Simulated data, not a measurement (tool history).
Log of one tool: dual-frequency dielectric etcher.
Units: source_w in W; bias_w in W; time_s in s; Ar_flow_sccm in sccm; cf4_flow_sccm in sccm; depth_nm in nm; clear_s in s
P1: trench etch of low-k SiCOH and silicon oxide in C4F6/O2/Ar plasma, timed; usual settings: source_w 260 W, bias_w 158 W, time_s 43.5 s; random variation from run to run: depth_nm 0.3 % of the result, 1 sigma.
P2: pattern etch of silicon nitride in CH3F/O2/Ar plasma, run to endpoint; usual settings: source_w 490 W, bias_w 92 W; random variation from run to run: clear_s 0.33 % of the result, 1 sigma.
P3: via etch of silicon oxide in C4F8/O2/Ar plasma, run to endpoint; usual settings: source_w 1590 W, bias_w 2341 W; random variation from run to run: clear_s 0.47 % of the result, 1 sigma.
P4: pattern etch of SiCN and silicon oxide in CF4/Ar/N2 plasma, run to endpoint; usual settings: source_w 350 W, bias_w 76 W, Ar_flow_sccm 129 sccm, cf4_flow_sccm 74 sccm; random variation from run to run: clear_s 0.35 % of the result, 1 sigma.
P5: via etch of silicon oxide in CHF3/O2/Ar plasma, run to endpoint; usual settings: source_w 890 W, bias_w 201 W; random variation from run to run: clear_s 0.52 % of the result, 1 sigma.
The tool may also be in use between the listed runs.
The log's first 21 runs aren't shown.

| run | hour | process | source_w | bias_w | time_s | Ar_flow_sccm | cf4_flow_sccm | depth_nm | clear_s |
|---|---|---|---|---|---|---|---|---|---|
| 22 | 238.7 | P1 | 260 | 114 | 53.5 |  |  | 119.420 |  |
| 23 | 251.5 | P2 | 660 | 92 |  |  |  |  | 55.763 |
| 24 | 266.6 | P1 | 260 | 158 | 64.0 |  |  | 158.820 |  |
| 25 | 278.2 | P3 | 2240 | 2341 |  |  |  |  | 313.670 |
| 26 | 290.1 | P2 | 490 | 57 |  |  |  |  | 73.661 |
| 27 | 298.7 | P1 | 320 | 158 | 43.5 |  |  | 116.760 |  |
| 28 | 307.0 | P5 | 530 | 201 |  |  |  |  | 419.620 |
| 29 | 322.0 | P3 | 1590 | 2341 |  |  |  |  | 358.760 |
| 30 | 332.1 | P1 | 260 | 158 | 43.5 |  |  | 107.240 |  |
| 31 | 341.2 | P1 | 260 | 158 | 43.5 |  |  | 108.750 |  |
| 32 | 349.4 | P1 | 260 | 158 | 43.5 |  |  | 108.420 |  |
| 33 | 359.4 | P1 | 260 | 158 | 43.5 |  |  | 109.480 |  |

Forecast run 34:
|  | 363.5 | wet clean of the chamber |
| 34 | 369.7 | P1 | 260 | 158 | 43.5 |  |  | ? |  |

Run 34 gave depth_nm 108.960 nm.
